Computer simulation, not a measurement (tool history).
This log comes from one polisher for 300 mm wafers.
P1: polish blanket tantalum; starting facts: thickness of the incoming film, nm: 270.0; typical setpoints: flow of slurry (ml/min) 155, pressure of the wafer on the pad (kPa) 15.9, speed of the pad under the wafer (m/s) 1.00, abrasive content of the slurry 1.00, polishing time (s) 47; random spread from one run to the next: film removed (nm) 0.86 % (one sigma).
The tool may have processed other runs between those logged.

| run | hour | flow of slurry (ml/min) | pressure of the wafer on the pad (kPa) | speed of the pad under the wafer (m/s) | abrasive content of the slurry | polishing time (s) | wafers polished on this pad | hours since the slurry nozzle was cleaned | hours since the head pressure was calibrated | hours since the slurry blender was calibrated | film removed (nm) |
|---|---|---|---|---|---|---|---|---|---|---|---|
| 1 | 10.8 | 155 | 15.9 | 1.00 | 1.00 | 47 | 443 | 162.2 | 360.1 | 92.9 | 94.668 |
| 2 | 21.5 | 230 | 15.9 | 1.00 | 1.00 | 47 | 524 | 172.9 | 370.8 | 103.6 | 101.090 |
| 3 | 31.5 | 155 | 15.9 | 1.00 | 1.40 | 47 | 600 | 182.9 | 380.8 | 113.6 | 103.040 |
| 4 | 37.7 | 155 | 7.6 | 1.00 | 1.00 | 47 | 647 | 189.1 | 387.0 | 119.8 | 45.103 |
| 5 | 44.6 | 155 | 15.9 | 0.44 | 1.00 | 47 | 699 | 196.0 | 393.9 | 126.7 | 40.901 |
| 6 | 49.9 | 155 | 15.9 | 1.52 | 1.00 | 47 | 740 | 201.3 | 399.2 | 132.0 | 144.720 |
| 7 | 55.9 | 155 | 15.9 | 1.32 | 1.00 | 23 | 785 | 207.3 | 405.2 | 138.0 | 61.203 |
| 8 | 67.0 | 155 | 15.9 | 1.00 | 1.00 | 47 | 869 | 218.4 | 416.3 | 149.1 | 94.630 |
| 9 | 73.4 | 155 | 15.9 | 1.00 | 1.00 | 47 | 918 | 224.8 | 422.7 | 155.5 | 95.284 |
| 10 | 84.7 | 155 | 23.4 | 1.00 | 1.00 | 47 | 1004 | 236.1 | 434.0 | 166.8 | 140.570 |
| 11 | 96.5 | 155 | 15.9 | 1.00 | 0.55 | 47 | 1093 | 247.9 | 445.8 | 178.6 | 75.959 |
| 12 | 106.3 | 155 | 15.9 | 1.00 | 1.00 | 47 | 1168 | 257.7 | 455.6 | 188.4 | 95.049 |
| 13 | 118.0 | 95 | 15.9 | 1.00 | 1.00 | 47 | 1256 | 269.4 | 467.3 | 200.1 | 85.441 |
| 14 | 123.7 | 155 | 15.9 | 1.00 | 1.00 | 47 | 1300 | 275.1 | 473.0 | 205.8 | 94.435 |
| 15 | 130.1 | 155 | 15.9 | 1.00 | 1.00 | 72 | 1348 | 281.5 | 479.4 | 212.2 | 148.050 |
| 16 | 136.9 | 155 | 15.9 | 1.00 | 1.00 | 30 | 1400 | 288.3 | 486.2 | 219.0 | 59.740 |
|  | 137.1 | slurry blender recalibrated |
| 17 | 148.1 | 155 | 15.9 | 1.00 | 1.00 | 47 | 1485 | 299.5 | 497.4 | 11.0 | 95.430 |
| 18 | 158.5 | 155 | 15.9 | 1.00 | 1.00 | 47 | 1564 | 309.9 | 507.8 | 21.4 | 94.341 |
| 19 | 170.2 | 155 | 15.9 | 1.00 | 1.00 | 47 | 1653 | 321.6 | 519.5 | 33.1 | 91.048 |
| 20 | 176.6 | 155 | 15.9 | 1.00 | 1.00 | 47 | 1701 | 328.0 | 525.9 | 39.5 | 89.953 |
| 21 | 186.7 | 155 | 15.9 | 1.00 | 1.00 | 47 | 1778 | 338.1 | 536.0 | 49.6 | 89.324 |
| 22 | 195.5 | 155 | 15.9 | 1.00 | 1.00 | 47 | 1845 | 346.9 | 544.8 | 58.4 | 90.288 |

Run 23, settings as shown, results not yet in. Your forecast:
|  | 198.6 | head pressure recalibrated |
|  | 198.7 | worn pad replaced by a new one |
| 23 | 206.1 | 155 | 15.9 | 1.00 | 1.00 | 47 | 56 | 357.5 | 7.6 | 69.0 | ? |

{"run 23": {"film removed (nm)": 88.11}}

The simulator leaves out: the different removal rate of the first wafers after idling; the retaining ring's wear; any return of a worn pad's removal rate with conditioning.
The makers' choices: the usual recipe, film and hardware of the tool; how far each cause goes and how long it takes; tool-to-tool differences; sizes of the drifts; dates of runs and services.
